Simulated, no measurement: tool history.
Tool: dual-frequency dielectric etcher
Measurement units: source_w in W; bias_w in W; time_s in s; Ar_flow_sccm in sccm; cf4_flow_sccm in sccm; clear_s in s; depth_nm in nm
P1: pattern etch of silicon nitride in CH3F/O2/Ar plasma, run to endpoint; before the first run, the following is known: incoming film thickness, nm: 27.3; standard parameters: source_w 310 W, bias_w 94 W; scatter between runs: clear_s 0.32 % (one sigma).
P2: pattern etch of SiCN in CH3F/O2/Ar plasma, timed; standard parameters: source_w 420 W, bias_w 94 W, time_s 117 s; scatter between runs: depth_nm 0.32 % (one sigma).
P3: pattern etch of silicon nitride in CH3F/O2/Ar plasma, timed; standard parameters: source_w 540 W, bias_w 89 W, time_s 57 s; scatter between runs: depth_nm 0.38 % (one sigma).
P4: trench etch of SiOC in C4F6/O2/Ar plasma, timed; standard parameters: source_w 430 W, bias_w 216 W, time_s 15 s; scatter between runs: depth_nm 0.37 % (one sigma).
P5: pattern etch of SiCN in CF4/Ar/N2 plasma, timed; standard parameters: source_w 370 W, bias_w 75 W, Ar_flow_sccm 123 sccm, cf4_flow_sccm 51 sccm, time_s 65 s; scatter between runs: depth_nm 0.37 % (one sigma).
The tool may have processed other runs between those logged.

run   hour  process  source_w  bias_w  time_s  Ar_flow_sccm  cf4_flow_sccm  clear_s  depth_nm
  1      4       P1       310      94                                        38.499
  2    9.2       P4       430     216      15                                          34.553
  3   14.6       P2       340      94     117                                          44.838
  4   17.1       P1       310      94                                        38.725
  5   20.3       P1       240      94                                        42.478
  6   24.6       P1       310      94                                        38.757
  7   29.8       P5       230      75      65           123             51             29.748
  8   33.6       P3       310      89      57                                          39.718
  9   37.3       P5       370      75      65           123             51             44.994
 10   41.8       P4       430     216      10                                          23.175
 11   45.6       P5       370      75      94           123             51             64.801
 12   51.1       P5       370      89      65           123             51             47.746
 13   54.9       P1       310      94                                        38.554
 14   59.5       P1       310      94                                        38.709
 15   64.8       P3       540      89      57                                          49.255
 16   67.9       P2       420      94   171.5                                          70.508
      71.6  -- wet clean of the chamber
 17   72.1       P4       430     157      15                                          31.185
 18   75.9       P5       370      75      65           123             72             47.431
 19   80.6       P1       440      94                                         33.74
 20   83.3       P5       370      75      65            76             51             48.152
 21   88.1       P3       540      55      57                                          41.728
 22   91.3       P2       420     134     117                                          55.112
 23   95.9       P2       420      94     117                                           48.32
 24   99.7       P3       540      89      57                                          48.896
 25  102.4       P4       520     216      15                                          37.259
 26  107.3       P1       310     131                                        34.013
 27    110       P3       540      89      82                                          70.402
 28  114.1       P4       430     216      15                                          34.512
 29  119.6       P1       310      94                                        38.624
 30  123.1       P1       310      54                                        46.888
 31  125.7       P1       240     111                                        39.921
 32  129.4       P1       310      94                                        38.854
 33  132.1       P1       310      94                                        38.991
 34  135.6       P1       310      94                                        39.049
     138.1  -- wet clean of the chamber
 35  141.2       P1       310      94                                        39.277
 36    145       P1       310      94                                        39.306
 37  149.2       P1       310      94                                        39.176
 38  153.8       P1       310      94                                        39.127

P1 has crept away from where it was. The log is fitted equally well by each of these 2 causes, at the sizes shown:
A: bias power that arrives under what is set, % = 4.23
B: source power that arrives under what is set, % = 4.18
The process output started creeping at around hour 129.4.
The rest of the possible causes, and what rules out each one:
chamber walls in a state that lowers the etch rate, %: was serviced at hour 138.1, once the creep was under way, yet the earlier output never came back

The list below offers 4 check runs, each averaging the results of 2 wafers, and shows each result as a question mark. For which of them would the listed causes give clearly different results?
check 1  158.4       P4       510     177      15                                               ?
check 2  158.4       P3       330      58      57                                               ?
check 3  158.4       P5       290      75      65            91             51                  ?
check 4  158.4       P2       350      94   168.5                                               ?

How each check would come out, cause by cause:
  check    result    if A    if B
check 1  depth_nm  34.217    34.1
check 2  depth_nm   34.63  34.556
check 3  depth_nm  37.472  36.688
check 4  depth_nm   64.06  64.089
Per check, the gap between the least separated pair of causes, taken in the result that splits them most: check 1 0.34 %; check 2 0.21 %; check 3 2.11 %; check 4 0.04 %
Of the check runs offered, only check 3 discriminates between the causes; the rest would read about the same regardless of which cause applies.

Here is what check 3 returned: depth_nm 37.374 nm. Which cause is it?

Of the candidate causes, it is A: bias power that arrives under what is set, %.
